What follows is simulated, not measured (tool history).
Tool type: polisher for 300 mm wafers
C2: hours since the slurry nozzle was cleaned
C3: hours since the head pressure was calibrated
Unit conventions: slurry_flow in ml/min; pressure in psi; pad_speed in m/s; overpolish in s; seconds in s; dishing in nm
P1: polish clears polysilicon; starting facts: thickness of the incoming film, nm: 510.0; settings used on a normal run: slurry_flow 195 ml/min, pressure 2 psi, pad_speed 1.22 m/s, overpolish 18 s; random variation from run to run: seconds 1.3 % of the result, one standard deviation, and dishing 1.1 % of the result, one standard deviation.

Run 1, hour 7.6: slurry_flow 195 ml/min, pressure 2 psi, pad_speed 1.22 m/s, overpolish 18 s; wafers polished on this pad 606; C2 312.4; C3 451.9. Result: seconds 45.877 s, dishing 58.116 nm.
Run 2, hour 21.8: slurry_flow 195 ml/min, pressure 2 psi, pad_speed 1.22 m/s, overpolish 5 s; wafers polished on this pad 779; C2 326.6; C3 466.1. Result: seconds 46.861 s, dishing 36.864 nm.
Run 3, hour 30.4: slurry_flow 115 ml/min, pressure 2 psi, pad_speed 1.22 m/s, overpolish 18 s; wafers polished on this pad 884; C2 335.2; C3 474.7. Result: seconds 50.4 s, dishing 57.348 nm.
Run 4, hour 40.8: slurry_flow 305 ml/min, pressure 2 psi, pad_speed 1.22 m/s, overpolish 18 s; wafers polished on this pad 1011; C2 345.6; C3 485.1. Result: seconds 44.553 s, dishing 57.89 nm.
Run 5, hour 47.1: slurry_flow 195 ml/min, pressure 2 psi, pad_speed 0.56 m/s, overpolish 18 s; wafers polished on this pad 1087; C2 351.9; C3 491.4. Result: seconds 99.338 s, dishing 46.86 nm.
Run 6, hour 58.5: slurry_flow 195 ml/min, pressure 2 psi, pad_speed 1.22 m/s, overpolish 18 s; wafers polished on this pad 1226; C2 363.3; C3 502.8. Result: seconds 46.678 s, dishing 59.21 nm.
Run 7, hour 68.5: slurry_flow 195 ml/min, pressure 1.1 psi, pad_speed 1.22 m/s, overpolish 18 s; wafers polished on this pad 1348; C2 373.3; C3 512.8. Result: seconds 84.471 s, dishing 49.671 nm.
Run 8, hour 75.8: slurry_flow 195 ml/min, pressure 2 psi, pad_speed 1.22 m/s, overpolish 34 s; wafers polished on this pad 1437; C2 380.6; C3 520.1. Result: seconds 45.877 s, dishing 59.315 nm.
Run 9, hour 89: slurry_flow 195 ml/min, pressure 2 psi, pad_speed 1.22 m/s, overpolish 18 s; wafers polished on this pad 1598; C2 393.8; C3 533.3. Result: seconds 45.921 s, dishing 57.818 nm.
Run 10, hour 95.2: slurry_flow 195 ml/min, pressure 3.1 psi, pad_speed 1.22 m/s, overpolish 18 s; wafers polished on this pad 1674; C2 400; C3 539.5. Result: seconds 29.495 s, dishing 60.214 nm.
Run 11, hour 109.3: slurry_flow 195 ml/min, pressure 2 psi, pad_speed 1.62 m/s, overpolish 18 s; wafers polished on this pad 1846; C2 414.1; C3 553.6. Result: seconds 33.898 s, dishing 60.145 nm.
Run 12, hour 122.3: slurry_flow 195 ml/min, pressure 2 psi, pad_speed 1.22 m/s, overpolish 18 s; wafers polished on this pad 2004; C2 427.1; C3 566.6. Result: seconds 47.037 s, dishing 57.44 nm.
Run 13, hour 129.8: slurry_flow 195 ml/min, pressure 2.7 psi, pad_speed 1.22 m/s, overpolish 10 s; wafers polished on this pad 2096; C2 434.6; C3 574.1. Result: seconds 34.12 s, dishing 56.524 nm.
Run 14, hour 142.2: slurry_flow 300 ml/min, pressure 2 psi, pad_speed 1.22 m/s, overpolish 32 s; wafers polished on this pad 2247; C2 447; C3 586.5. Result: seconds 43.42 s, dishing 60.137 nm.
Run 15, hour 150.6: slurry_flow 195 ml/min, pressure 2 psi, pad_speed 1.22 m/s, overpolish 18 s; wafers polished on this pad 2350; C2 455.4; C3 594.9. Result: seconds 45.5 s, dishing 57.192 nm.
Run 16, hour 161: slurry_flow 195 ml/min, pressure 2 psi, pad_speed 1.22 m/s, overpolish 18 s; wafers polished on this pad 2476; C2 465.8; C3 605.3. Result: seconds 46.001 s, dishing 58.241 nm.
Run 17, hour 167.9: slurry_flow 195 ml/min, pressure 2 psi, pad_speed 1.22 m/s, overpolish 18 s; wafers polished on this pad 2561; C2 472.7; C3 612.2. Result: seconds 46.827 s, dishing 57.898 nm.
Run 18, hour 180: slurry_flow 195 ml/min, pressure 2 psi, pad_speed 1.22 m/s, overpolish 18 s; wafers polished on this pad 2708; C2 484.8; C3 624.3. Result: seconds 48.269 s, dishing 57.813 nm.
Run 19, hour 187.3: slurry_flow 195 ml/min, pressure 2 psi, pad_speed 1.22 m/s, overpolish 18 s; wafers polished on this pad 2797; C2 492.1; C3 631.6. Result: seconds 49.649 s, dishing 58.725 nm.
Run 20, hour 199: slurry_flow 195 ml/min, pressure 2 psi, pad_speed 1.22 m/s, overpolish 18 s; wafers polished on this pad 2940; C2 503.8; C3 643.3. Result: seconds 49.554 s, dishing 58.848 nm.
At hour 201.5: head pressure recalibrated.
Run 21, hour 206.4: slurry_flow 195 ml/min, pressure 2 psi, pad_speed 1.22 m/s, overpolish 18 s; wafers polished on this pad 3030; C2 511.2; C3 5. Result: seconds 50.693 s, dishing 57.465 nm.
Run 22, hour 216: slurry_flow 195 ml/min, pressure 2 psi, pad_speed 1.22 m/s, overpolish 18 s; wafers polished on this pad 3147; C2 520.8; C3 14.6. Result: seconds 50.083 s, dishing 56.998 nm.
Run 23, hour 227.4: slurry_flow 195 ml/min, pressure 2 psi, pad_speed 1.22 m/s, overpolish 18 s; wafers polished on this pad 3286; C2 532.2; C3 26. Result: seconds 50.189 s, dishing 58.071 nm.
Run 24, hour 233.6: slurry_flow 195 ml/min, pressure 2 psi, pad_speed 1.22 m/s, overpolish 18 s; wafers polished on this pad 3362; C2 538.4; C3 32.2. Result: seconds 50.519 s, dishing 56.615 nm.

Run 25 is up next; what results do you expect?
Run 25, hour 240.3: slurry_flow 195 ml/min, pressure 2 psi, pad_speed 1.22 m/s, overpolish 18 s; wafers polished on this pad 3443; C2 545.1; C3 38.9. Result: seconds ?, dishing ?.

seconds: 51.891 s
dishing: 57.046 nm
